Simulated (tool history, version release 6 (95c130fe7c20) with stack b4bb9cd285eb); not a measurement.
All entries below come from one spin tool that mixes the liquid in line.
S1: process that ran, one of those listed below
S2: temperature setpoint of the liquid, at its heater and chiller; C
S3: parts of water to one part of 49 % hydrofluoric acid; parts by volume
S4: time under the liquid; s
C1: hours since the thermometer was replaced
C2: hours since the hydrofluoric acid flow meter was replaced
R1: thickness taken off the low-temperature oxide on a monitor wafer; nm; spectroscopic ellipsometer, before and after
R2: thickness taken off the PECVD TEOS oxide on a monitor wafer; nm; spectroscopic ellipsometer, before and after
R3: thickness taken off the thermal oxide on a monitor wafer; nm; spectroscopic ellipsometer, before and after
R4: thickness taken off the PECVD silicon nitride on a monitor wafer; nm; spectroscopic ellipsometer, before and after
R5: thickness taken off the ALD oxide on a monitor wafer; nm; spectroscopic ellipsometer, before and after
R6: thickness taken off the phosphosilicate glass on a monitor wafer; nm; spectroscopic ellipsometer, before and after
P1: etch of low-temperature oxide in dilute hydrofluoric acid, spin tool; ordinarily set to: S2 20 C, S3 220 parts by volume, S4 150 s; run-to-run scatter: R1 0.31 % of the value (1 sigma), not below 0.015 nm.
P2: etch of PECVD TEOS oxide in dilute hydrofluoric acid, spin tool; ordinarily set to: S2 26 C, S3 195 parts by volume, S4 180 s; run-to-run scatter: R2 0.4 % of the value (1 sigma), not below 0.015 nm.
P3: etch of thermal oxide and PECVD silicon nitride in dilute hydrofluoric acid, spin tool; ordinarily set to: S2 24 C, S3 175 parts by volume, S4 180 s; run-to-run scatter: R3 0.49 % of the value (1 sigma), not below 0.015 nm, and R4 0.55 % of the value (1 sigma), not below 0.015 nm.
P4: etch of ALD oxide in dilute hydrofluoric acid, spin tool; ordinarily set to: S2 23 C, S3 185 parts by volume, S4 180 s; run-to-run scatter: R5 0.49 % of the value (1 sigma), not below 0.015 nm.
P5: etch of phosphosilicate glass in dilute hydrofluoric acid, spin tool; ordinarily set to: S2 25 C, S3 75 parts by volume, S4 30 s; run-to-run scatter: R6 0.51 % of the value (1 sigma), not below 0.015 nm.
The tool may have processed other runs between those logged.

run	hour	S1	S2	S3	S4	C1	C2	R1	R2	R3	R4	R5	R6
1	4.1	P1	20	220	150	938.2	543.3	18.299					
2	9.2	P1	20	220	150	943.3	548.4	18.351					
3	13.4	P2	26	285	180	947.5	552.6		7.5478				
4	17.5	P3	24	175	180	951.6	556.7			4.3745	4.0516		
5	20.7	P4	23	185	180	954.8	559.9					18.433	
6	25.2	P1	20	115	150	959.3	564.4	38.982					
7	29.1	P5	25	75	15	963.2	568.3						21.397
8	31.6	P2	26	195	180	965.7	570.8		12.2				
# hour 32.4: hydrofluoric acid flow meter replaced
9	36.6	P4	23	185	330	970.7	4.3					33.73	
10	39.5	P5	25	140	30	973.6	7.2						21.27
11	43.8	P3	24	175	330	977.9	11.5			7.9305	7.4301		
12	47.6	P5	25	75	30	981.7	15.3						43.087
13	53.3	P1	20	220	20	987.4	21	2.4488					
14	56.1	P2	18	195	180	990.2	23.8		8.9901				
15	60.8	P1	20	220	150	994.9	28.5	18.355					
16	64.6	P1	20	315	150	998.7	32.3	11.637					
17	70.2	P1	17	220	150	1004.3	37.9	16.31					
18	74.6	P1	28	220	150	1008.7	42.3	24.572					
19	78	P1	20	220	290	1012.1	45.7	35.38					
20	82.9	P2	26	195	265	1017	50.6		17.874				
21	86.7	P3	24	85	180	1020.8	54.4			10.141	8.4124		
22	91.3	P5	28.5	75	30	1025.4	59						49.606
23	94	P4	30.5	185	180	1028.1	61.7					24.108	
24	99	P3	24	175	180	1033.1	66.7			4.3798	4.0657		
25	103.4	P3	18.5	175	180	1037.5	71.1			3.5521	2.8316		
26	107.9	P5	25	75	30	1042	75.6						43.048
27	113.5	P1	17	350	150	1047.6	81.2	9.1713					
28	117.6	P1	20	220	150	1051.7	85.3	18.368					
29	121.4	P1	20	220	150	1055.5	89.1	18.214					
30	125.2	P1	20	220	150	1059.3	92.9	18.254					
31	128.1	P2	26	195	180	1062.2	95.8		12.114				
32	133.7	P1	20	45	280	1067.8	101.4	200.99					
33	138.2	P1	20	220	150	1072.3	105.9	18.31					
34	142.7	P4	23	185	180	1076.8	110.4					18.441	
35	146.5	P4	23	75	180	1080.6	114.2					51.702	
36	152.3	P1	20	220	150	1086.4	120	18.307					
37	155.2	P1	20	220	150	1089.3	122.9	17.966					
38	159.7	P1	20	220	150	1093.8	127.4	17.655					
39	164.7	P1	20	220	150	1098.8	132.4	17.386					
40	168	P1	20	220	150	1102.1	135.7	17.215					
41	173.4	P1	20	220	150	1107.5	141.1	17.073					
42	177.1	P1	20	220	150	1111.2	144.8	17.166					
43	182.9	P1	20	220	150	1117	150.6	17.076					
44	186.1	P1	20	220	150	1120.2	153.8	16.969					
45	189	P1	20	220	150	1123.1	156.7	17.046					
46	194.9	P1	20	220	150	1129	162.6	17.025					

P1 has crept away from where it was. The log is fitted equally well by each of these 2 causes, at the sizes shown:
A: hydrofluoric acid flow below the setpoint (%) = 5.96
B: liquid colder than its thermometer reads (K) = 1.94
Creep in the process output first set in at about hour 152.3.

Below are 4 check runs, each on a single wafer, with their results shown as question marks. Which of them would tell the listed causes apart, meaning the causes would give clearly different results under it?
check 1	200.8	P5	25	75	30								?
check 2	200.8	P3	24	175	180					?	?		
check 3	200.8	P4	23	185	180							?	
check 4	200.8	P2	26	195	180				?				

What every check run would give for each of its results, assuming each possible cause in turn:
check	result	if A	if B
check 1	R6	40.39	39.96
check 2	R3	4.0629	4.0628
check 2	R4	3.8409	3.6022
check 3	R5	17.189	17.187
check 4	R2	11.25	11.298
Distance between the nearest two causes, measured in the result of the check that separates them most: check 1 1.07 %; check 2 6.42 %; check 3 0.01 %; check 4 0.42 %
Check 2 distinguishes between the causes, while the remaining checks would return nearly the same result for all of them.

Running check 2 produced the following: R3 4.0349 nm; R4 3.5948 nm. Which one of the listed causes fits?

The cause is B: liquid colder than its thermometer reads (K).

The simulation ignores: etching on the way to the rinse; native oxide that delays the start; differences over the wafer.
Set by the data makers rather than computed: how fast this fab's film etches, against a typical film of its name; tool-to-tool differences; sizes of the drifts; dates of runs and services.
